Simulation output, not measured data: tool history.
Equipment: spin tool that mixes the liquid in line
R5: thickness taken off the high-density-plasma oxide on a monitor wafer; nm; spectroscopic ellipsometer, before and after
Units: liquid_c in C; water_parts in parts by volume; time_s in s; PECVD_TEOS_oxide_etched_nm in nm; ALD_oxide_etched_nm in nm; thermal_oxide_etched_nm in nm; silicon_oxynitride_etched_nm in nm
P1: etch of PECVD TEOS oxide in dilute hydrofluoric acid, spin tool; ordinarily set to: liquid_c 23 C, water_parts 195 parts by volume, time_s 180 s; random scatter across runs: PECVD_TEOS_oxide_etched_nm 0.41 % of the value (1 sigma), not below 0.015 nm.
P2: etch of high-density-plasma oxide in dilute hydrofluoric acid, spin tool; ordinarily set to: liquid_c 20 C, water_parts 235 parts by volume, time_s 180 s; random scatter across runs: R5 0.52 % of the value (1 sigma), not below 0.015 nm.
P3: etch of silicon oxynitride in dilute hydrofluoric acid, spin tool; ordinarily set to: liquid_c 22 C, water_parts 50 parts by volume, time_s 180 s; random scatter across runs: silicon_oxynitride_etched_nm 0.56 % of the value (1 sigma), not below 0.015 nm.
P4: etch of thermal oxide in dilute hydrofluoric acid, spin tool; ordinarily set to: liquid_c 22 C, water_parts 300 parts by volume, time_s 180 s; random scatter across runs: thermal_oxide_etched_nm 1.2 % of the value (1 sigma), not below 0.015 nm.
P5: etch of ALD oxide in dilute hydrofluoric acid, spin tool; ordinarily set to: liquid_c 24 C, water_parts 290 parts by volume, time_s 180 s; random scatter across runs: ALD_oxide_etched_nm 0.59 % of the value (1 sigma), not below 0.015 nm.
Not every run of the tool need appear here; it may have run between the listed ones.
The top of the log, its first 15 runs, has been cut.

Run 16, hour 206.6: process P1, liquid_c 17 C, water_parts 195 parts by volume, time_s 180 s. Result: PECVD_TEOS_oxide_etched_nm 10.594 nm.
Run 17, hour 217.7: process P5, liquid_c 24 C, water_parts 290 parts by volume, time_s 305 s. Result: ALD_oxide_etched_nm 8.4863 nm.
Run 18, hour 235.8: process P1, liquid_c 23 C, water_parts 195 parts by volume, time_s 180 s. Result: PECVD_TEOS_oxide_etched_nm 13.334 nm.
Run 19, hour 244: process P5, liquid_c 24 C, water_parts 485 parts by volume, time_s 180 s. Result: ALD_oxide_etched_nm 2.5417 nm.
Run 20, hour 256.8: process P5, liquid_c 24 C, water_parts 290 parts by volume, time_s 180 s. Result: ALD_oxide_etched_nm 5.0509 nm.
Run 21, hour 273.8: process P2, liquid_c 20 C, water_parts 235 parts by volume, time_s 180 s. Result: R5 4.0447 nm.
Run 22, hour 287.3: process P2, liquid_c 20 C, water_parts 235 parts by volume, time_s 180 s. Result: R5 4.1074 nm.
Run 23, hour 298.5: process P2, liquid_c 28 C, water_parts 235 parts by volume, time_s 180 s. Result: R5 5.4413 nm.
Run 24, hour 315.9: process P2, liquid_c 20 C, water_parts 115 parts by volume, time_s 180 s. Result: R5 9.3514 nm.
Run 25, hour 325.4: process P3, liquid_c 26.5 C, water_parts 50 parts by volume, time_s 180 s. Result: silicon_oxynitride_etched_nm 6.0847 nm.
Run 26, hour 340.5: process P4, liquid_c 22 C, water_parts 110 parts by volume, time_s 180 s. Result: thermal_oxide_etched_nm 7.2206 nm.
Run 27, hour 354.9: process P1, liquid_c 23 C, water_parts 195 parts by volume, time_s 180 s. Result: PECVD_TEOS_oxide_etched_nm 13.356 nm.
Run 28, hour 372.8: process P3, liquid_c 22 C, water_parts 50 parts by volume, time_s 35 s. Result: silicon_oxynitride_etched_nm 0.94312 nm.
Run 29, hour 387.8: process P1, liquid_c 23 C, water_parts 195 parts by volume, time_s 15 s. Result: PECVD_TEOS_oxide_etched_nm 1.1256 nm.
Run 30, hour 400.2: process P5, liquid_c 24 C, water_parts 290 parts by volume, time_s 180 s. Result: ALD_oxide_etched_nm 5.0216 nm.
Run 31, hour 415.4: process P3, liquid_c 22 C, water_parts 50 parts by volume, time_s 180 s. Result: silicon_oxynitride_etched_nm 4.932 nm.
Run 32, hour 424.3: process P1, liquid_c 23 C, water_parts 195 parts by volume, time_s 180 s. Result: PECVD_TEOS_oxide_etched_nm 13.431 nm.
Run 33, hour 442.2: process P1, liquid_c 23 C, water_parts 195 parts by volume, time_s 180 s. Result: PECVD_TEOS_oxide_etched_nm 13.781 nm.
Run 34, hour 453: process P1, liquid_c 23 C, water_parts 195 parts by volume, time_s 180 s. Result: PECVD_TEOS_oxide_etched_nm 14.05 nm.
Run 35, hour 463.9: process P1, liquid_c 23 C, water_parts 195 parts by volume, time_s 180 s. Result: PECVD_TEOS_oxide_etched_nm 14.054 nm.

Run 36 is up next; what results do you expect?
Run 36, hour 477.1: process P1, liquid_c 23 C, water_parts 195 parts by volume, time_s 180 s. Result: PECVD_TEOS_oxide_etched_nm ?.

{"run 36": {"PECVD_TEOS_oxide_etched_nm": 14.179}}

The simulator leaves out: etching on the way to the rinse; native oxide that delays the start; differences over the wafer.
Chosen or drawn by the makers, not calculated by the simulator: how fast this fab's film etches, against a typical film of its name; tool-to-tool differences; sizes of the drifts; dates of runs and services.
